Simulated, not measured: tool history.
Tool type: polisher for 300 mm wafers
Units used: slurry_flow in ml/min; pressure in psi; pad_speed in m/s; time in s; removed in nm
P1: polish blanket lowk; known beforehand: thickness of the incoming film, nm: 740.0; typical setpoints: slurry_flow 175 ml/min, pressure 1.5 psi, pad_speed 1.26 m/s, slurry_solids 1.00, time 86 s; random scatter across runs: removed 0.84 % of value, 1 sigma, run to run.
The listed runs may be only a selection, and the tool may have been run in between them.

| run | hour | slurry_flow | pressure | pad_speed | slurry_solids | time | wafers polished on this pad | hours since the slurry nozzle was cleaned | hours since the head pressure was calibrated | hours since the slurry blender was calibrated | hours since the conditioning disc was replaced | removed |
|---|---|---|---|---|---|---|---|---|---|---|---|---|
| 1 | 4.1 | 175 | 1.5 | 1.26 | 1.00 | 86 | 529 | 273.2 | 511.9 | 50.3 | 181.4 | 35.900 |
| 2 | 7.4 | 175 | 1.5 | 1.26 | 0.50 | 86 | 572 | 276.5 | 515.2 | 53.6 | 184.7 | 24.625 |
| 3 | 10.8 | 175 | 1.5 | 1.26 | 1.00 | 42 | 617 | 279.9 | 518.6 | 57.0 | 188.1 | 17.270 |
| 4 | 14.0 | 175 | 1.5 | 1.26 | 1.45 | 86 | 658 | 283.1 | 521.8 | 60.2 | 191.3 | 42.175 |
| 5 | 18.9 | 245 | 1.5 | 1.26 | 0.55 | 86 | 722 | 288.0 | 526.7 | 65.1 | 196.2 | 27.237 |
| 6 | 24.5 | 175 | 1.5 | 1.26 | 1.00 | 86 | 795 | 293.6 | 532.3 | 70.7 | 201.8 | 36.043 |
| 7 | 27.4 | 175 | 1.5 | 1.26 | 1.00 | 124 | 833 | 296.5 | 535.2 | 73.6 | 204.7 | 51.900 |
| 8 | 30.5 | 175 | 0.7 | 1.26 | 1.00 | 86 | 874 | 299.6 | 538.3 | 76.7 | 207.8 | 16.588 |
| 9 | 36.5 | 175 | 1.5 | 1.26 | 1.00 | 86 | 952 | 305.6 | 544.3 | 82.7 | 213.8 | 35.986 |
| 10 | 42.7 | 175 | 1.5 | 1.26 | 1.00 | 86 | 1033 | 311.8 | 550.5 | 88.9 | 220.0 | 36.272 |
| 11 | 47.7 | 175 | 1.5 | 0.56 | 1.00 | 86 | 1098 | 316.8 | 555.5 | 93.9 | 225.0 | 18.537 |
| 12 | 51.0 | 175 | 1.5 | 1.60 | 1.00 | 86 | 1141 | 320.1 | 558.8 | 97.2 | 228.3 | 43.564 |
| 13 | 57.3 | 175 | 1.5 | 1.26 | 1.00 | 86 | 1223 | 326.4 | 565.1 | 103.5 | 234.6 | 35.340 |
| 14 | 62.3 | 175 | 2.2 | 1.26 | 1.00 | 86 | 1288 | 331.4 | 570.1 | 108.5 | 239.6 | 52.487 |
| 15 | 66.3 | 105 | 1.5 | 1.26 | 1.00 | 86 | 1341 | 335.4 | 574.1 | 112.5 | 243.6 | 32.767 |
| 16 | 69.1 | 105 | 1.5 | 1.26 | 1.45 | 86 | 1377 | 338.2 | 576.9 | 115.3 | 246.4 | 37.688 |
| 17 | 72.8 | 265 | 1.5 | 1.26 | 1.00 | 86 | 1425 | 341.9 | 580.6 | 119.0 | 250.1 | 37.482 |
| 18 | 77.0 | 175 | 1.5 | 1.26 | 1.00 | 86 | 1480 | 346.1 | 584.8 | 123.2 | 254.3 | 34.910 |
| 19 | 79.7 | 175 | 1.5 | 1.26 | 1.00 | 86 | 1515 | 348.8 | 587.5 | 125.9 | 257.0 | 35.153 |
| 20 | 84.6 | 175 | 1.5 | 1.26 | 1.00 | 86 | 1579 | 353.7 | 592.4 | 130.8 | 261.9 | 34.495 |
| 21 | 88.3 | 175 | 1.5 | 1.26 | 1.00 | 86 | 1628 | 357.4 | 596.1 | 134.5 | 265.6 | 34.505 |
| 22 | 92.4 | 175 | 1.5 | 1.26 | 1.00 | 86 | 1681 | 361.5 | 600.2 | 138.6 | 269.7 | 33.600 |
| 23 | 97.3 | 175 | 1.5 | 1.26 | 1.00 | 86 | 1745 | 366.4 | 605.1 | 143.5 | 274.6 | 33.586 |
|  | 101.1 | slurry blender recalibrated |
|  | 101.3 | worn pad replaced by a new one |
| 24 | 101.4 | 175 | 1.5 | 1.26 | 1.00 | 86 | 1 | 370.5 | 609.2 | 0.4 | 278.7 | 32.659 |
| 25 | 107.7 | 175 | 1.5 | 1.26 | 1.00 | 86 | 83 | 376.8 | 615.5 | 6.7 | 285.0 | 32.967 |
|  | 109.0 | conditioning disc replaced and pad reconditioned |
| 26 | 113.8 | 175 | 1.5 | 1.26 | 1.00 | 86 | 163 | 382.9 | 621.6 | 12.8 | 4.8 | 32.302 |
| 27 | 117.7 | 175 | 1.5 | 1.26 | 1.00 | 86 | 214 | 386.8 | 625.5 | 16.7 | 8.7 | 32.800 |

Forecast run 28:
| 28 | 122.2 | 175 | 1.5 | 1.26 | 1.00 | 86 | 272 | 391.3 | 630.0 | 21.2 | 13.2 | ? |

{"run 28": {"removed": 32.594}}
